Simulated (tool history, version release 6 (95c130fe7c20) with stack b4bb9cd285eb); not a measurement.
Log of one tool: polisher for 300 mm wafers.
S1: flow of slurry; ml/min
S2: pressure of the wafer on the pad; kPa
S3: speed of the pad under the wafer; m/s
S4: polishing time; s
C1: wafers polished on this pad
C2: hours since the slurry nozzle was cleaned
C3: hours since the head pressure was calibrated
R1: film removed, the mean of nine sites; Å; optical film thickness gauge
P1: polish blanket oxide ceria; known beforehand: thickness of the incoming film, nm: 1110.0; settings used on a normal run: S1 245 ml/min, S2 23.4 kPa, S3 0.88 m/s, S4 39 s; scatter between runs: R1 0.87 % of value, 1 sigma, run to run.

run    day   S1    S2    S3  S4    C1     C2     C3      R1
  1    0.4  245  23.4  0.88  39   466  139.3  439.6  1645.5
  2  0.879  245  23.4  0.88  39   631  150.8  451.1    1677
     1.154  -- slurry nozzle cleaned
  3  1.154  245  32.4  0.88  39   726    0.1  457.7  2296.3
  4  1.417  245  23.4  0.88  39   816    6.4    464  1666.4
  5  1.917  245  23.4  0.88  39   988   18.4    476  1681.5
  6    2.2  245  23.4   1.2  39  1085   25.2  482.8  2254.3
  7   2.55  245  23.4  0.88  39  1205   33.6  491.2  1673.9
  8  3.021  245  23.4  0.88  53  1367   44.9  502.5    2261
  9  3.379  145  23.4  0.88  39  1490   53.5  511.1  1534.5
       3.4  -- head pressure recalibrated
 10  3.617  245  23.4  0.88  39  1572   59.2    5.3  1671.3
 11    4.1  245  23.4  0.88  39  1738   70.8   16.9  1657.5
 12  4.425  245  23.4  0.54  39  1850   78.6   24.7  1036.4
 13  4.854  245  13.8  1.32  39  1997   88.9     35  1490.2
 14  5.392  245  23.4  0.88  18  2182  101.8   47.9  777.79
 15  5.679  375  23.4  0.88  39  2281  108.7   54.8  1738.1
 16  5.962  245  10.3  0.88  39  2378  115.5   61.6  735.64
 17  6.412  245  23.4  0.88  39  2533  126.3   72.4  1681.8
 18  6.662  245  23.4  0.88  39  2619  132.3   78.4  1645.6

Run 19, settings as shown, results not yet in. Your forecast:
 19  7.171  245  23.4  0.88  39  2793  144.5  90.6   ?

Run 19 measured R1 1619.4 Å.

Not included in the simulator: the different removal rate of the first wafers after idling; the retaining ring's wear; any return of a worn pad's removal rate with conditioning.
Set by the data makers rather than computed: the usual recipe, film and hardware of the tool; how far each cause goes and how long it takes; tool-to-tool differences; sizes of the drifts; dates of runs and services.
